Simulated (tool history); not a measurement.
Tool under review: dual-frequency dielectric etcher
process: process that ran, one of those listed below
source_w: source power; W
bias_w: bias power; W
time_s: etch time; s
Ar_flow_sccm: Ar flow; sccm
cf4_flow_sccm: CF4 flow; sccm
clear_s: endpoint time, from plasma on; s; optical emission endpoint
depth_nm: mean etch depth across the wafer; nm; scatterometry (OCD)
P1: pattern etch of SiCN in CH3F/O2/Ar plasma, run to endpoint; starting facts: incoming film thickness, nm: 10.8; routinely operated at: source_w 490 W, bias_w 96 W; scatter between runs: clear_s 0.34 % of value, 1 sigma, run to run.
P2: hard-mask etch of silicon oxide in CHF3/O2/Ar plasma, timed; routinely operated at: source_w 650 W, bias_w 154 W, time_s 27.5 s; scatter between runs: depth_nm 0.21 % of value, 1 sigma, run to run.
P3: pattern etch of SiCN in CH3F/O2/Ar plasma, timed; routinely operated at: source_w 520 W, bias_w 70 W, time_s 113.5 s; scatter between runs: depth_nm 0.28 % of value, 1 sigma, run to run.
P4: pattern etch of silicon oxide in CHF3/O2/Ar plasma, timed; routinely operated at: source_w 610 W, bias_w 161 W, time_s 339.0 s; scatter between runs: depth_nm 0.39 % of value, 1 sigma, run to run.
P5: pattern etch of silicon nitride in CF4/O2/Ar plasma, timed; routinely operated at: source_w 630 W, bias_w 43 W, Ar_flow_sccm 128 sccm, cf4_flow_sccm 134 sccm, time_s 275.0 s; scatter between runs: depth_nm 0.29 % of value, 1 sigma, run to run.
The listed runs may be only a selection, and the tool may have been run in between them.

Run 1, day 0.400: process P1, source_w 490 W, bias_w 96 W. Result: clear_s 24.086 s.
Run 2, day 0.992: process P4, source_w 610 W, bias_w 98 W, time_s 339.0 s. Result: depth_nm 570.010 nm.
Run 3, day 1.592: process P3, source_w 520 W, bias_w 70 W, time_s 160.0 s. Result: depth_nm 64.112 nm.
Run 4, day 1.942: process P1, source_w 490 W, bias_w 96 W. Result: clear_s 24.109 s.
Run 5, day 2.658: process P5, source_w 630 W, bias_w 43 W, time_s 275.0 s, Ar_flow_sccm 128 sccm, cf4_flow_sccm 90 sccm. Result: depth_nm 579.380 nm.
Run 6, day 3.046: process P1, source_w 490 W, bias_w 77 W. Result: clear_s 26.194 s.
Run 7, day 3.629: process P4, source_w 610 W, bias_w 161 W, time_s 339.0 s. Result: depth_nm 661.430 nm.
Run 8, day 4.046: process P5, source_w 630 W, bias_w 43 W, time_s 401.0 s, Ar_flow_sccm 128 sccm, cf4_flow_sccm 134 sccm. Result: depth_nm 891.830 nm.
Run 9, day 4.817: process P5, source_w 630 W, bias_w 43 W, time_s 275.0 s, Ar_flow_sccm 128 sccm, cf4_flow_sccm 134 sccm. Result: depth_nm 613.140 nm.
At day 5.379: wet clean of the chamber.
Run 10, day 5.575: process P2, source_w 530 W, bias_w 154 W, time_s 27.5 s. Result: depth_nm 49.210 nm.
Run 11, day 6.121: process P5, source_w 630 W, bias_w 43 W, time_s 275.0 s, Ar_flow_sccm 94 sccm, cf4_flow_sccm 134 sccm. Result: depth_nm 635.660 nm.
Run 12, day 6.754: process P1, source_w 490 W, bias_w 96 W. Result: clear_s 24.171 s.
Run 13, day 7.267: process P1, source_w 490 W, bias_w 96 W. Result: clear_s 24.135 s.
Run 14, day 7.692: process P2, source_w 650 W, bias_w 154 W, time_s 40.5 s. Result: depth_nm 78.153 nm.
Run 15, day 8.408: process P2, source_w 650 W, bias_w 92 W, time_s 27.5 s. Result: depth_nm 45.487 nm.
Run 16, day 9.162: process P1, source_w 570 W, bias_w 73 W. Result: clear_s 25.392 s.
Run 17, day 9.504: process P3, source_w 620 W, bias_w 70 W, time_s 113.5 s. Result: depth_nm 48.844 nm.
Run 18, day 9.938: process P2, source_w 650 W, bias_w 154 W, time_s 27.5 s. Result: depth_nm 53.126 nm.
Run 19, day 10.325: process P5, source_w 630 W, bias_w 43 W, time_s 275.0 s, Ar_flow_sccm 128 sccm, cf4_flow_sccm 134 sccm. Result: depth_nm 611.730 nm.
Run 20, day 10.929: process P5, source_w 380 W, bias_w 43 W, time_s 275.0 s, Ar_flow_sccm 128 sccm, cf4_flow_sccm 134 sccm. Result: depth_nm 393.650 nm.
Run 21, day 11.279: process P3, source_w 520 W, bias_w 70 W, time_s 113.5 s. Result: depth_nm 45.494 nm.
Run 22, day 11.933: process P4, source_w 760 W, bias_w 161 W, time_s 339.0 s. Result: depth_nm 721.560 nm.
Run 23, day 12.633: process P1, source_w 490 W, bias_w 129 W. Result: clear_s 21.593 s.
Run 24, day 13.412: process P1, source_w 590 W, bias_w 96 W. Result: clear_s 22.563 s.
Run 25, day 14.038: process P3, source_w 520 W, bias_w 94 W, time_s 113.5 s. Result: depth_nm 50.859 nm.
Run 26, day 14.504: process P5, source_w 630 W, bias_w 34 W, time_s 275.0 s, Ar_flow_sccm 128 sccm, cf4_flow_sccm 134 sccm. Result: depth_nm 564.310 nm.
Run 27, day 14.992: process P4, source_w 610 W, bias_w 161 W, time_s 257.5 s. Result: depth_nm 508.280 nm.
Run 28, day 15.721: process P4, source_w 610 W, bias_w 161 W, time_s 339.0 s. Result: depth_nm 664.130 nm.
Run 29, day 16.254: process P1, source_w 390 W, bias_w 96 W. Result: clear_s 26.253 s.
Run 30, day 16.967: process P1, source_w 570 W, bias_w 68 W. Result: clear_s 25.765 s.
Run 31, day 17.383: process P1, source_w 490 W, bias_w 96 W. Result: clear_s 24.059 s.
Run 32, day 18.142: process P1, source_w 490 W, bias_w 96 W. Result: clear_s 24.234 s.
Run 33, day 18.508: process P1, source_w 490 W, bias_w 96 W. Result: clear_s 23.943 s.
Run 34, day 18.858: process P1, source_w 490 W, bias_w 96 W. Result: clear_s 24.026 s.
Run 35, day 19.512: process P1, source_w 490 W, bias_w 96 W. Result: clear_s 23.917 s.
Run 36, day 20.171: process P1, source_w 490 W, bias_w 96 W. Result: clear_s 24.012 s.
Run 37, day 20.550: process P1, source_w 490 W, bias_w 96 W. Result: clear_s 23.785 s.
Run 38, day 21.204: process P1, source_w 490 W, bias_w 96 W. Result: clear_s 23.853 s.
Run 39, day 21.825: process P1, source_w 490 W, bias_w 96 W. Result: clear_s 23.777 s.
At day 22.025: wet clean of the chamber.
Run 40, day 22.300: process P1, source_w 490 W, bias_w 96 W. Result: clear_s 23.699 s.
Run 41, day 22.921: process P1, source_w 490 W, bias_w 96 W. Result: clear_s 23.650 s.
Run 42, day 23.321: process P1, source_w 490 W, bias_w 96 W. Result: clear_s 23.696 s.

What P1 gives has crept off from where it sat before. The 2 causes that follow fit the log equally well, each at the size noted:
A: source power that arrives over what is set, % = 4.74
B: bias power that arrives over what is set, % = 4.74
The creep began at about day 18.142.
All other causes, with the reason each is excluded:
chamber walls in a state that raises the etch rate, %: serviced after onset, at day 22.025, with no recovery of the prior output

Of the 4 check runs listed below, each run on one wafer and each result written as a question mark, which would let you distinguish the listed causes because they would give clearly different results?
Run check 1, day 23.721: process P2, source_w 650 W, bias_w 154 W, time_s 27.5 s. Result: depth_nm ?.
Run check 2, day 23.721: process P5, source_w 630 W, bias_w 43 W, time_s 275.0 s, Ar_flow_sccm 128 sccm, cf4_flow_sccm 134 sccm. Result: depth_nm ?.
Run check 3, day 23.721: process P3, source_w 520 W, bias_w 70 W, time_s 113.5 s. Result: depth_nm ?.
Run check 4, day 23.721: process P4, source_w 610 W, bias_w 161 W, time_s 339.0 s. Result: depth_nm ?.

Check results expected under each cause:
  check    result     if A     if B
check 1  depth_nm   54.169   54.014
check 2  depth_nm  637.930  622.670
check 3  depth_nm   46.416   46.344
check 4  depth_nm  676.540  674.800
Distance between the nearest two causes, measured in the result of the check that separates them most: check 1 0.29 %; check 2 2.42 %; check 3 0.15 %; check 4 0.26 %
Only check 2 tells the causes apart: in the others they would give nearly the same result.

Then check 2 was run and gave: depth_nm 638.560 nm. Which cause is it?

A is the cause: source power that arrives over what is set, %.
